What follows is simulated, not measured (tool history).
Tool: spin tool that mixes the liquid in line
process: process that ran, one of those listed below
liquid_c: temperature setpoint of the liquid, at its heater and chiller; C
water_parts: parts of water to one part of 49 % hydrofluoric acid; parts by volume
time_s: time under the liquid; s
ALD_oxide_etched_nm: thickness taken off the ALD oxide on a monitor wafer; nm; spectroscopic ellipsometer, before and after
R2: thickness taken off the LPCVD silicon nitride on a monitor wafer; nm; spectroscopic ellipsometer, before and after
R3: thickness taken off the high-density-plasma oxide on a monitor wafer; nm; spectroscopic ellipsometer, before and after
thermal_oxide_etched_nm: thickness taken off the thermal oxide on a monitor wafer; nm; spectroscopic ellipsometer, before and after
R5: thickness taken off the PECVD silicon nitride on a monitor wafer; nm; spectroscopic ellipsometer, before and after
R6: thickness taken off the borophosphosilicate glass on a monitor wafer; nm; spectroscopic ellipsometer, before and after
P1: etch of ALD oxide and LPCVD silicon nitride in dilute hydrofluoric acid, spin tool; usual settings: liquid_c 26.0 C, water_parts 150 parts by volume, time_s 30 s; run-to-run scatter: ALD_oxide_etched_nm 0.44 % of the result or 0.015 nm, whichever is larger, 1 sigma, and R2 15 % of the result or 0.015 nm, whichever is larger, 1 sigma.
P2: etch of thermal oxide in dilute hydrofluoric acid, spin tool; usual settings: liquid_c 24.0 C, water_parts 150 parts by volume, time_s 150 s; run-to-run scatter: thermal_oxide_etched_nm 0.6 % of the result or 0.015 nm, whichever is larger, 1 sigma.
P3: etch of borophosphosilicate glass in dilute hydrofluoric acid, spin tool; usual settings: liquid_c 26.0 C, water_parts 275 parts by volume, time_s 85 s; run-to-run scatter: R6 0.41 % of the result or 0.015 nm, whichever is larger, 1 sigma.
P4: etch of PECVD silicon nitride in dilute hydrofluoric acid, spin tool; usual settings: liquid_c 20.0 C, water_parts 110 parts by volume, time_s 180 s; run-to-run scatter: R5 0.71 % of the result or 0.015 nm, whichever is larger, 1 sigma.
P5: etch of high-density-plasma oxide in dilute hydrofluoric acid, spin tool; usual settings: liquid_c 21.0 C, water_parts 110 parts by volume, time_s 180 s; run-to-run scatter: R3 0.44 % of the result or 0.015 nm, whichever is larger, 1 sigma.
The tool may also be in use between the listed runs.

run 1 hour=2.8 | process=P1 liquid_c=26.0 water_parts=150 time_s=30 | ALD_oxide_etched_nm=6.6325 R2=0.120520
run 2 hour=6.9 | process=P5 liquid_c=28.5 water_parts=110 time_s=180 | R3=10.2110
run 3 hour=9.6 | process=P2 liquid_c=24.0 water_parts=220 time_s=150 | thermal_oxide_etched_nm=2.7778
run 4 hour=12.7 | process=P1 liquid_c=26.0 water_parts=60 time_s=15 | ALD_oxide_etched_nm=9.2798 R2=0.230010
run 5 hour=15.7 | process=P1 liquid_c=26.0 water_parts=150 time_s=30 | ALD_oxide_etched_nm=6.6179 R2=0.107400
run 6 hour=18.4 | process=P5 liquid_c=21.0 water_parts=110 time_s=180 | R3=7.6557
run 7 hour=22.5 | process=P4 liquid_c=20.0 water_parts=110 time_s=180 | R5=3.7313
run 8 hour=26.1 | process=P1 liquid_c=26.0 water_parts=60 time_s=30 | ALD_oxide_etched_nm=18.6110 R2=0.361620
run 9 hour=28.6 | process=P4 liquid_c=20.0 water_parts=110 time_s=335 | R5=6.9979
run 10 hour=32.6 | process=P1 liquid_c=26.0 water_parts=245 time_s=30 | ALD_oxide_etched_nm=3.6406 R2=0.095236
run 11 hour=37.1 | process=P2 liquid_c=18.0 water_parts=150 time_s=150 | thermal_oxide_etched_nm=3.5084
run 12 hour=40.0 | process=P1 liquid_c=32.0 water_parts=150 time_s=30 | ALD_oxide_etched_nm=8.2571 R2=0.155790
run 13 hour=44.1 | process=P3 liquid_c=26.0 water_parts=275 time_s=15 | R6=1.7301
run 14 hour=48.7 | process=P4 liquid_c=20.0 water_parts=190 time_s=180 | R5=2.2065
run 15 hour=52.9 | process=P5 liquid_c=21.0 water_parts=110 time_s=80 | R3=3.4472
run 16 hour=55.6 | process=P5 liquid_c=21.0 water_parts=200 time_s=180 | R3=3.8109
run 17 hour=60.3 | process=P2 liquid_c=24.0 water_parts=150 time_s=240 | thermal_oxide_etched_nm=7.0416
run 18 hour=64.0 | process=P1 liquid_c=26.0 water_parts=150 time_s=30 | ALD_oxide_etched_nm=6.5997 R2=0.101760
run 19 hour=66.8 | process=P1 liquid_c=21.0 water_parts=150 time_s=30 | ALD_oxide_etched_nm=5.4644 R2=0.111330
run 20 hour=70.6 | process=P3 liquid_c=20.5 water_parts=275 time_s=85 | R6=8.1251
run 21 hour=74.0 | process=P1 liquid_c=26.0 water_parts=150 time_s=15 | ALD_oxide_etched_nm=3.3567 R2=0.101130
run 22 hour=78.7 | process=P1 liquid_c=26.0 water_parts=150 time_s=60 | ALD_oxide_etched_nm=13.3270 R2=0.268080
run 23 hour=80.8 | process=P1 liquid_c=26.0 water_parts=150 time_s=30 | ALD_oxide_etched_nm=6.6142 R2=0.128690
run 24 hour=84.9 | process=P1 liquid_c=32.5 water_parts=150 time_s=60 | ALD_oxide_etched_nm=16.8390 R2=0.322330
run 25 hour=88.8 | process=P3 liquid_c=26.0 water_parts=460 time_s=85 | R6=4.9745
run 26 hour=90.9 | process=P4 liquid_c=26.5 water_parts=110 time_s=180 | R5=5.6668
run 27 hour=94.7 | process=P3 liquid_c=26.0 water_parts=275 time_s=85 | R6=9.8129
run 28 hour=98.2 | process=P2 liquid_c=24.0 water_parts=150 time_s=150 | thermal_oxide_etched_nm=4.3990
run 29 hour=101.3 | process=P1 liquid_c=26.0 water_parts=150 time_s=30 | ALD_oxide_etched_nm=6.6640 R2=0.164220
run 30 hour=104.4 | process=P1 liquid_c=26.0 water_parts=150 time_s=30 | ALD_oxide_etched_nm=6.6728 R2=0.160600
run 31 hour=106.9 | process=P1 liquid_c=26.0 water_parts=150 time_s=30 | ALD_oxide_etched_nm=6.6133 R2=0.145410
run 32 hour=110.6 | process=P1 liquid_c=26.0 water_parts=150 time_s=30 | ALD_oxide_etched_nm=6.5357 R2=0.155540
run 33 hour=115.2 | process=P1 liquid_c=26.0 water_parts=150 time_s=30 | ALD_oxide_etched_nm=6.3743 R2=0.099551
run 34 hour=118.7 | process=P1 liquid_c=26.0 water_parts=150 time_s=30 | ALD_oxide_etched_nm=6.3398 R2=0.122530
run 35 hour=121.2 | process=P1 liquid_c=26.0 water_parts=150 time_s=30 | ALD_oxide_etched_nm=6.3368 R2=0.145260
run 36 hour=124.5 | process=P1 liquid_c=26.0 water_parts=150 time_s=30 | ALD_oxide_etched_nm=6.2900 R2=0.184130
run 37 hour=127.4 | process=P1 liquid_c=26.0 water_parts=150 time_s=30 | ALD_oxide_etched_nm=6.2613 R2=0.148890
run 38 hour=130.6 | process=P1 liquid_c=26.0 water_parts=150 time_s=30 | ALD_oxide_etched_nm=6.2414 R2=0.118520
run 39 hour=134.7 | process=P1 liquid_c=26.0 water_parts=150 time_s=30 | ALD_oxide_etched_nm=6.2355 R2=0.142150
run 40 hour=137.9 | process=P1 liquid_c=26.0 water_parts=150 time_s=30 | ALD_oxide_etched_nm=6.2542 R2=0.124670
run 41 hour=141.9 | process=P1 liquid_c=26.0 water_parts=150 time_s=30 | ALD_oxide_etched_nm=6.2634 R2=0.173820
run 42 hour=144.6 | process=P1 liquid_c=26.0 water_parts=150 time_s=30 | ALD_oxide_etched_nm=6.2741 R2=0.110070

What P1 gives has crept away from where it was. These 2 causes fit the log equally well, each at the size given:
A: liquid colder than its thermometer reads (K) = 1.68
B: hydrofluoric acid flow below the setpoint (%) = 5.22
The creep began at about hour 106.9.

4 check runs are offered, each on 2 wafers whose results are averaged, their results left as question marks. Which one tells the causes apart?
run check 1 hour=147.3 | process=P2 liquid_c=20.5 water_parts=150 time_s=150 | thermal_oxide_etched_nm=?
run check 2 hour=147.3 | process=P5 liquid_c=26.0 water_parts=145 time_s=180 | R3=?
run check 3 hour=147.3 | process=P3 liquid_c=26.0 water_parts=275 time_s=15 | R6=?
run check 4 hour=147.3 | process=P4 liquid_c=20.0 water_parts=160 time_s=180 | R5=?

What each check would give under each cause:
check=check_1 result=thermal_oxide_etched_nm if_A=3.6084 if_B=3.6258
check=check_2 result=R3 if_A=6.3660 if_B=6.3691
check=check_3 result=R6 if_A=1.6452 if_B=1.6275
check=check_4 result=R5 if_A=2.3163 if_B=2.4607
How far apart the two closest causes lie, in the result that separates them most: check 1 0.48 %; check 2 0.05 %; check 3 1.09 %; check 4 6.05 %
Only check 4 tells the causes apart: in the others they would give nearly the same result.

Then check 4 was run and gave: R5 2.3190 nm. Which cause is it?

It is A: liquid colder than its thermometer reads (K).
